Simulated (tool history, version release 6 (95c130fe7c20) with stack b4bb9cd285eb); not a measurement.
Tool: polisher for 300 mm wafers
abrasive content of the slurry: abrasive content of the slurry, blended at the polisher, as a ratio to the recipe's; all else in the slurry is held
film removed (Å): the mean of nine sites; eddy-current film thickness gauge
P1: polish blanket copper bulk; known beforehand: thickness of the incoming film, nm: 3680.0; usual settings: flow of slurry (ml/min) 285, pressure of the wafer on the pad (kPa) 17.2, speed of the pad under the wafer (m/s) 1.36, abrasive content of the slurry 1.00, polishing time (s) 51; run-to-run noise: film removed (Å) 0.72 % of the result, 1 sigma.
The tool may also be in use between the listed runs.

run   hour  flow of slurry (ml/min)  pressure of the wafer on the pad (kPa)  speed of the pad under the wafer (m/s)  abrasive content of the slurry  polishing time (s)  film removed (Å)
  1    7.9                      285                                    17.2                                    1.36                            1.00                  51            5103.8
  2   18.0                      170                                    17.2                                    1.36                            1.00                  51            4748.1
  3   25.3                      285                                    17.2                                    1.36                            1.00                  51            5042.1
  4   34.6                      285                                    17.2                                    1.36                            1.00                  70            6967.8
  5   42.7                      285                                    27.6                                    1.36                            1.00                  51            8116.2
  6   49.9                      285                                    17.2                                    0.86                            1.20                  51            3305.8
  7   59.4                      285                                    17.2                                    1.36                            1.00                  24            2382.1
  8   71.7                      285                                    17.2                                    1.36                            1.00                  51            5058.9
  9   83.9                      285                                    17.2                                    1.36                            1.00                  51            5093.7
 10   90.1                      285                                     7.6                                    1.36                            1.00                  51            2239.5
 11   96.4                      285                                    17.2                                    1.36                            1.00                  51            5120.1
 12  105.7                      285                                    17.2                                    0.62                            1.00                  51            2317.1
 13  113.0                      285                                    17.2                                    1.36                            0.70                  51            4688.2
 14  122.8                      285                                    17.2                                    1.94                            1.00                  51            7363.2
 15  132.9                      380                                    17.2                                    1.36                            1.00                  51            5169.3
 16  143.8                      175                                    17.2                                    1.36                            0.60                  51            4281.1
 17  154.4                      285                                    17.2                                    1.36                            1.35                  51            5424.7
 18  166.1                      285                                    17.2                                    1.36                            1.00                  51            5096.5
 19  176.4                      285                                    17.2                                    1.36                            1.00                  51            5077.1

Estimate the outcome of run 20 from the log above:
 20  185.1                      285                                    17.2                                    1.36                            1.00                  51                 ?

film removed (Å): 5008.0
